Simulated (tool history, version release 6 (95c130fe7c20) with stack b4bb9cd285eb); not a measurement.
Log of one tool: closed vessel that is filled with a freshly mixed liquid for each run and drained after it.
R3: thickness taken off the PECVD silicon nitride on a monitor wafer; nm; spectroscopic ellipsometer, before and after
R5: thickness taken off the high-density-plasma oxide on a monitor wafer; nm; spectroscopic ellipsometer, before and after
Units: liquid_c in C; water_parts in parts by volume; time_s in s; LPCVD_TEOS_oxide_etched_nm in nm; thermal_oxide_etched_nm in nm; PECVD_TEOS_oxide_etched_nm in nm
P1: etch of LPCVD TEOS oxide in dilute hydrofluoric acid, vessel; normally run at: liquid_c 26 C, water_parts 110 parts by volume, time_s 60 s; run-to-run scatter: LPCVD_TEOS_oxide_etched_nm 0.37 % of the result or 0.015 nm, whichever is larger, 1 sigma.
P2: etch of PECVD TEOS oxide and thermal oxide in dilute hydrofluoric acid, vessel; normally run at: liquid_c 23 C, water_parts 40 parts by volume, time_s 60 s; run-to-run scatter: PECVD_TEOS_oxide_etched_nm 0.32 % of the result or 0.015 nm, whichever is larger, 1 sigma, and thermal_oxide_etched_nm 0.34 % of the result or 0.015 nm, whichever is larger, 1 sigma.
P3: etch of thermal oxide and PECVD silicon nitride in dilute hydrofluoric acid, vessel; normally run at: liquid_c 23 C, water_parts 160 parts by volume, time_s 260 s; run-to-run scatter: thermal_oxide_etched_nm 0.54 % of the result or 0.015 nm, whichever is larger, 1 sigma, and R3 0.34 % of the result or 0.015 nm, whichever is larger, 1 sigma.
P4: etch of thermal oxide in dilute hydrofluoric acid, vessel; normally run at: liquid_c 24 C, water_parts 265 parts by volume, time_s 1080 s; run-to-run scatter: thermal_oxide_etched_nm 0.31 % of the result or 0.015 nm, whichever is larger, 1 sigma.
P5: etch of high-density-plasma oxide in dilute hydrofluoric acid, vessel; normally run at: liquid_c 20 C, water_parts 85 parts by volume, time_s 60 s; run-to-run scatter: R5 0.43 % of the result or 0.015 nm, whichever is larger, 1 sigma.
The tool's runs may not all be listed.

run 1 day=0.279 | process=P1 liquid_c=26 water_parts=110 time_s=60 | LPCVD_TEOS_oxide_etched_nm=23.156
run 2 day=0.817 | process=P1 liquid_c=21.5 water_parts=195 time_s=60 | LPCVD_TEOS_oxide_etched_nm=9.8931
run 3 day=1.15 | process=P4 liquid_c=24 water_parts=265 time_s=480 | thermal_oxide_etched_nm=7.2385
run 4 day=1.55 | process=P4 liquid_c=24 water_parts=60 time_s=1080 | thermal_oxide_etched_nm=91.606
run 5 day=1.962 | process=P1 liquid_c=32 water_parts=110 time_s=60 | LPCVD_TEOS_oxide_etched_nm=28.868
run 6 day=2.321 | process=P3 liquid_c=23 water_parts=160 time_s=260 | thermal_oxide_etched_nm=7.0513 R3=6.1063
run 7 day=2.883 | process=P1 liquid_c=26 water_parts=65 time_s=60 | LPCVD_TEOS_oxide_etched_nm=41.486
run 8 day=3.25 | process=P1 liquid_c=26 water_parts=110 time_s=60 | LPCVD_TEOS_oxide_etched_nm=23.4
run 9 day=3.8 | process=P2 liquid_c=23 water_parts=40 time_s=30 | thermal_oxide_etched_nm=3.6841 PECVD_TEOS_oxide_etched_nm=21.252
run 10 day=4.058 | process=P5 liquid_c=20 water_parts=145 time_s=60 | R5=2.8707
run 11 day=4.362 | process=P1 liquid_c=26 water_parts=110 time_s=90 | LPCVD_TEOS_oxide_etched_nm=34.964
run 12 day=4.888 | process=P3 liquid_c=23 water_parts=160 time_s=380 | thermal_oxide_etched_nm=10.419 R3=8.8958
run 13 day=5.275 | process=P1 liquid_c=20 water_parts=110 time_s=60 | LPCVD_TEOS_oxide_etched_nm=18.339
run 14 day=5.596 | process=P5 liquid_c=26 water_parts=85 time_s=60 | R5=6.6912
run 15 day=5.867 | process=P1 liquid_c=26 water_parts=110 time_s=60 | LPCVD_TEOS_oxide_etched_nm=23.152
run 16 day=6.217 | process=P1 liquid_c=26 water_parts=110 time_s=60 | LPCVD_TEOS_oxide_etched_nm=23.299
run 17 day=6.554 | process=P4 liquid_c=24 water_parts=265 time_s=1080 | thermal_oxide_etched_nm=16.301
run 18 day=6.942 | process=P5 liquid_c=20 water_parts=85 time_s=110 | R5=9.5461
run 19 day=7.338 | process=P5 liquid_c=20 water_parts=85 time_s=60 | R5=5.2877
run 20 day=7.817 | process=P1 liquid_c=31 water_parts=110 time_s=30 | LPCVD_TEOS_oxide_etched_nm=14.027
run 21 day=8.162 | process=P1 liquid_c=26 water_parts=110 time_s=60 | LPCVD_TEOS_oxide_etched_nm=23.147
run 22 day=8.558 | process=P2 liquid_c=23 water_parts=40 time_s=60 | thermal_oxide_etched_nm=7.4133 PECVD_TEOS_oxide_etched_nm=42.276
run 23 day=8.812 | process=P1 liquid_c=26 water_parts=110 time_s=30 | LPCVD_TEOS_oxide_etched_nm=11.523
run 24 day=9.083 | process=P1 liquid_c=26 water_parts=110 time_s=60 | LPCVD_TEOS_oxide_etched_nm=23.188
run 25 day=9.362 | process=P2 liquid_c=23 water_parts=65 time_s=60 | thermal_oxide_etched_nm=4.376 PECVD_TEOS_oxide_etched_nm=25.293
run 26 day=9.846 | process=P3 liquid_c=17 water_parts=160 time_s=260 | thermal_oxide_etched_nm=5.5298 R3=4.095
run 27 day=10.308 | process=P2 liquid_c=31 water_parts=40 time_s=60 | thermal_oxide_etched_nm=10.193 PECVD_TEOS_oxide_etched_nm=58.755
run 28 day=10.821 | process=P1 liquid_c=29.5 water_parts=110 time_s=85 | LPCVD_TEOS_oxide_etched_nm=37.359
run 29 day=11.379 | process=P3 liquid_c=23 water_parts=285 time_s=260 | thermal_oxide_etched_nm=3.4797 R3=3.434
run 30 day=11.833 | process=P4 liquid_c=24 water_parts=265 time_s=1080 | thermal_oxide_etched_nm=16.401
run 31 day=12.25 | process=P4 liquid_c=17 water_parts=265 time_s=1080 | thermal_oxide_etched_nm=12.627
run 32 day=12.717 | process=P1 liquid_c=26 water_parts=165 time_s=60 | LPCVD_TEOS_oxide_etched_nm=14.464
run 33 day=13.017 | process=P1 liquid_c=26 water_parts=110 time_s=60 | LPCVD_TEOS_oxide_etched_nm=23.201
run 34 day=13.354 | process=P1 liquid_c=26 water_parts=110 time_s=60 | LPCVD_TEOS_oxide_etched_nm=23.151
run 35 day=13.762 | process=P1 liquid_c=26 water_parts=110 time_s=60 | LPCVD_TEOS_oxide_etched_nm=23.973
run 36 day=14.146 | process=P1 liquid_c=26 water_parts=110 time_s=60 | LPCVD_TEOS_oxide_etched_nm=24.257
run 37 day=14.7 | process=P1 liquid_c=26 water_parts=110 time_s=60 | LPCVD_TEOS_oxide_etched_nm=24.627
run 38 day=15.15 | process=P1 liquid_c=26 water_parts=110 time_s=60 | LPCVD_TEOS_oxide_etched_nm=24.804
run 39 day=15.621 | process=P1 liquid_c=26 water_parts=110 time_s=60 | LPCVD_TEOS_oxide_etched_nm=24.929
run 40 day=15.983 | process=P1 liquid_c=26 water_parts=110 time_s=60 | LPCVD_TEOS_oxide_etched_nm=24.979
run 41 day=16.504 | process=P1 liquid_c=26 water_parts=110 time_s=60 | LPCVD_TEOS_oxide_etched_nm=25.042

What P1 gives has crept away from where it was. These 2 causes fit the log equally well, each at the size given:
A: liquid hotter than its thermometer reads (K) = 1.94
B: hydrofluoric acid flow above the setpoint (%) = 6.72
The creep began at about day 13.354.

4 check runs are offered, one wafer each, their results left as question marks. Which one tells the causes apart?
run check 1 day=17.025 | process=P2 liquid_c=30.5 water_parts=40 time_s=30 | thermal_oxide_etched_nm=? PECVD_TEOS_oxide_etched_nm=?
run check 2 day=17.025 | process=P4 liquid_c=20 water_parts=160 time_s=1080 | thermal_oxide_etched_nm=?
run check 3 day=17.025 | process=P3 liquid_c=17 water_parts=160 time_s=260 | thermal_oxide_etched_nm=? R3=?
run check 4 day=17.025 | process=P5 liquid_c=20 water_parts=115 time_s=105 | R5=?

What each check would give under each cause:
check=check_1 result=thermal_oxide_etched_nm if_A=5.4021 if_B=5.3647
check=check_1 result=PECVD_TEOS_oxide_etched_nm if_A=31.029 if_B=30.814
check=check_2 result=thermal_oxide_etched_nm if_A=27.979 if_B=27.963
check=check_3 result=thermal_oxide_etched_nm if_A=5.998 if_B=5.9764
check=check_3 result=R3 if_A=4.6701 if_B=4.3593
check=check_4 result=R5 if_A=7.0868 if_B=7.0498
How far apart the two closest causes lie, in the result that separates them most: check 1 0.69 %; check 2 0.06 %; check 3 6.89 %; check 4 0.52 %
Only check 3 tells the causes apart: in the others they would give nearly the same result.

Check 3 was then run and gave: thermal_oxide_etched_nm 5.9861 nm; R3 4.6652 nm. Which cause is it?

It is A: liquid hotter than its thermometer reads (K).
